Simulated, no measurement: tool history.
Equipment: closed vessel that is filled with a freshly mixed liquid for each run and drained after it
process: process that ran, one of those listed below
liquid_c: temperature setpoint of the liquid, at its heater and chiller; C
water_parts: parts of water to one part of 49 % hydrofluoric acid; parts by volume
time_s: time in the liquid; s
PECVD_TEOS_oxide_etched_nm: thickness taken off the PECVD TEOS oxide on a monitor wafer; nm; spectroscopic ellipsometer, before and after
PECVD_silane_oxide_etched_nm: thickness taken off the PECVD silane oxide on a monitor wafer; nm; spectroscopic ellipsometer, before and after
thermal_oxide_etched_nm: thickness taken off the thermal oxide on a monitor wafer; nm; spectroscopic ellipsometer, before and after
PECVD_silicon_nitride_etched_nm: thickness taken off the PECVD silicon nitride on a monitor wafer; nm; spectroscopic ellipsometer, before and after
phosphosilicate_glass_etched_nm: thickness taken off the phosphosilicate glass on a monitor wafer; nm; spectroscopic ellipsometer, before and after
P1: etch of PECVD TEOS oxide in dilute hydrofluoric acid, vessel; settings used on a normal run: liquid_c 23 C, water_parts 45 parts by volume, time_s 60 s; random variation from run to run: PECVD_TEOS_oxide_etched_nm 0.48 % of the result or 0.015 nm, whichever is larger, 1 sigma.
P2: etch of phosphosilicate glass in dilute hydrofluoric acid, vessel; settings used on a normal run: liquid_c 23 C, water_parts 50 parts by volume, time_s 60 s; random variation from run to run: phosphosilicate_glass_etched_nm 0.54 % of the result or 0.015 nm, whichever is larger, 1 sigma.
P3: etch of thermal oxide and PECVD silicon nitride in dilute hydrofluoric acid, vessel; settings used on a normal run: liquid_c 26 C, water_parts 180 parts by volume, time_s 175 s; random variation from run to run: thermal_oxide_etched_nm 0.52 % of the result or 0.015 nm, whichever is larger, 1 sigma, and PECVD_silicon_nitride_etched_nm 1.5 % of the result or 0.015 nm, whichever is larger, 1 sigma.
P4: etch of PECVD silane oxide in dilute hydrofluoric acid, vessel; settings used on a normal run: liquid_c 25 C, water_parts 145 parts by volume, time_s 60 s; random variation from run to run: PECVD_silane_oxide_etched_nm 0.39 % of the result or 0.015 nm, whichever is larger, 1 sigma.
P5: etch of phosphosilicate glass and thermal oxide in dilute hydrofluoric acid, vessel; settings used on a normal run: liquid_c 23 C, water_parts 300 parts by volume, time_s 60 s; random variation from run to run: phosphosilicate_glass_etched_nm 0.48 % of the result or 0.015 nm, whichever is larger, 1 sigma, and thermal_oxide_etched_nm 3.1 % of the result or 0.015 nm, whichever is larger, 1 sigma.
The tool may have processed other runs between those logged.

| run | day | process | liquid_c | water_parts | time_s | PECVD_TEOS_oxide_etched_nm | PECVD_silane_oxide_etched_nm | thermal_oxide_etched_nm | PECVD_silicon_nitride_etched_nm | phosphosilicate_glass_etched_nm |
|---|---|---|---|---|---|---|---|---|---|---|
| 1 | 0.196 | P1 | 23 | 45 | 60 | 39.632 |  |  |  |  |
| 2 | 0.388 | P1 | 23 | 45 | 60 | 39.579 |  |  |  |  |
| 3 | 0.525 | P4 | 25 | 145 | 60 |  | 6.099 |  |  |  |
| 4 | 0.717 | P3 | 32 | 180 | 175 |  |  | 5.6796 | 2.7174 |  |
| 5 | 0.904 | P1 | 23 | 45 | 35 | 23.016 |  |  |  |  |
| 6 | 1.054 | P1 | 23 | 20 | 60 | 91.426 |  |  |  |  |
| 7 | 1.317 | P2 | 23 | 50 | 60 |  |  |  |  | 85.176 |
| 8 | 1.554 | P1 | 23 | 25 | 30 | 36.352 |  |  |  |  |
| 9 | 1.808 | P1 | 23 | 45 | 60 | 39.812 |  |  |  |  |
| 10 | 2.067 | P1 | 23 | 45 | 60 | 39.401 |  |  |  |  |
| 11 | 2.225 | P3 | 26 | 180 | 175 |  |  | 4.604 | 1.8464 |  |
| 12 | 2.346 | P1 | 23 | 45 | 60 | 39.301 |  |  |  |  |
|  | 2.358 | thermometer replaced |
| 13 | 2.571 | P4 | 30.5 | 145 | 60 |  | 7.505 |  |  |  |
| 14 | 2.704 | P4 | 25 | 145 | 30 |  | 3.0701 |  |  |  |
| 15 | 2.95 | P1 | 17 | 45 | 60 | 30.706 |  |  |  |  |
| 16 | 3.183 | P2 | 23 | 50 | 95 |  |  |  |  | 134.77 |
| 17 | 3.412 | P1 | 30 | 45 | 110 | 96.205 |  |  |  |  |
|  | 3.5 | hydrofluoric acid flow meter replaced |
| 18 | 3.571 | P1 | 29 | 45 | 60 | 50.446 |  |  |  |  |
| 19 | 3.825 | P4 | 25 | 35 | 60 |  | 29.055 |  |  |  |
| 20 | 4.004 | P1 | 23 | 45 | 115 | 76.508 |  |  |  |  |
| 21 | 4.233 | P1 | 23 | 45 | 60 | 39.801 |  |  |  |  |
| 22 | 4.488 | P5 | 23 | 300 | 60 |  |  | 0.77909 |  | 31.308 |
| 23 | 4.738 | P2 | 29.5 | 50 | 60 |  |  |  |  | 111.22 |
| 24 | 4.967 | P5 | 23 | 55 | 60 |  |  | 5.4632 |  | 223.32 |
| 25 | 5.146 | P2 | 23 | 20 | 60 |  |  |  |  | 221.76 |
| 26 | 5.321 | P5 | 23 | 300 | 30 |  |  | 0.35581 |  | 15.702 |
| 27 | 5.479 | P3 | 26 | 300 | 175 |  |  | 2.4489 | 1.1093 |  |

What will run 28 give?
| 28 | 5.633 | P2 | 23 | 50 | 60 |  |  |  |  | ? |

phosphosilicate_glass_etched_nm: 85.358 nm
